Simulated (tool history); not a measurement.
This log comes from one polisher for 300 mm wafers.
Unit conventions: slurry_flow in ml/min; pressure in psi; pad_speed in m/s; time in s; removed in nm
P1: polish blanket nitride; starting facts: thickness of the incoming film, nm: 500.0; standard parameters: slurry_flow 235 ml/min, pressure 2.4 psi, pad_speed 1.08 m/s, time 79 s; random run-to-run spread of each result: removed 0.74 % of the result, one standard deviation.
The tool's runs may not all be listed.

run,hour,slurry_flow,pressure,pad_speed,time,wafers polished on this pad,hours since the slurry nozzle was cleaned,hours since the head pressure was calibrated,removed
1,15.6,235,2.4,1.08,79,527,124.4,428.1,80.464
2,25.4,235,2.4,1.08,124,646,134.2,437.9,126.49
3,37.9,235,2.4,1.08,79,797,146.7,450.4,79.632
4,50.2,235,2.4,1.08,79,946,159,462.7,78.749
# hour 60.8: slurry nozzle cleaned
5,63.3,235,1.1,1.08,79,1104,2.5,475.8,36.461
6,75.1,235,2.4,1.56,79,1247,14.3,487.6,106.86
7,87,335,2.4,1.08,79,1390,26.2,499.5,83.057
8,95,140,2.4,1.08,79,1487,34.2,507.5,74.267
9,111.1,235,2.4,1.08,79,1682,50.3,523.6,79.751
10,123.5,235,2.4,0.58,79,1831,62.7,536,48.831
11,131.4,235,2.4,1.08,79,1927,70.6,543.9,79.802
12,145.3,235,2.4,1.08,36,2095,84.5,557.8,36.234
13,155.1,235,2.4,1.08,79,2213,94.3,567.6,80.125
14,167.6,330,2.4,1.46,79,2364,106.8,580.1,105.27
15,176.1,235,3.6,1.08,79,2467,115.3,588.6,119.3
16,189.8,235,2.4,1.08,79,2633,129,602.3,79.974
17,202.3,235,2.4,1.08,79,2784,141.5,614.8,78.543
18,216,235,2.4,1.08,79,2949,155.2,628.5,77.107
19,223.4,235,2.4,1.08,79,3039,162.6,635.9,75.793
20,232,235,2.4,1.08,79,3143,171.2,644.5,76.479
21,241.9,235,2.4,1.08,79,3262,181.1,654.4,76.329
22,253.5,235,2.4,1.08,79,3403,192.7,666,75.949
23,265.9,235,2.4,1.08,79,3552,205.1,678.4,75.512
# hour 273: head pressure recalibrated
24,274.3,235,2.4,1.08,79,3654,213.5,1.4,76.441
25,284,235,2.4,1.08,79,3771,223.2,11.1,74.672
26,299.1,235,2.4,1.08,79,3954,238.3,26.2,74.849
27,310.4,235,2.4,1.08,79,4090,249.6,37.5,75.159

What P1 gives has crept away from where it was. These 2 causes fit the log equally well, each at the size given:
A: removal rate lost through wear of the pad, % = 6.21
B: slurry flow missing at the pad, % = 36.5
At approximately hour 189.8, the process output began to creep.
All other causes, with the reason each is excluded:
head's pressure below its setpoint, %: serviced after onset, at hour 273, with no recovery of the prior output

Consider the 4 check runs below, whose results appear as question marks and each of which averages 3 wafers. Which one distinguishes the causes, in that each cause would give it a clearly different result?
check 1,321.7,235,1.2,1.08,45,,,,?
check 2,321.7,145,2.4,1.08,37,,,,?
check 3,321.7,235,3.5,1.08,36,,,,?
check 4,321.7,235,2.4,1.56,79,,,,?

If the cause were each of the candidates in turn, the checks would give the following:
check,result,if A,if B
check 1,removed,21.308,21.308
check 2,removed,32.699,31.553
check 3,removed,49.719,49.719
check 4,removed,100.4,100.4
How far apart the two closest causes lie, in the result that separates them most: check 1 0 %; check 2 3.57 %; check 3 0 %; check 4 0 %
The other checks would show nearly matching results whichever cause is true, so check 2 is the only one that separates the causes.

Check 2 was then run and gave: removed 31.644 nm. Which cause is it?

It was cause B: slurry flow missing at the pad, %.

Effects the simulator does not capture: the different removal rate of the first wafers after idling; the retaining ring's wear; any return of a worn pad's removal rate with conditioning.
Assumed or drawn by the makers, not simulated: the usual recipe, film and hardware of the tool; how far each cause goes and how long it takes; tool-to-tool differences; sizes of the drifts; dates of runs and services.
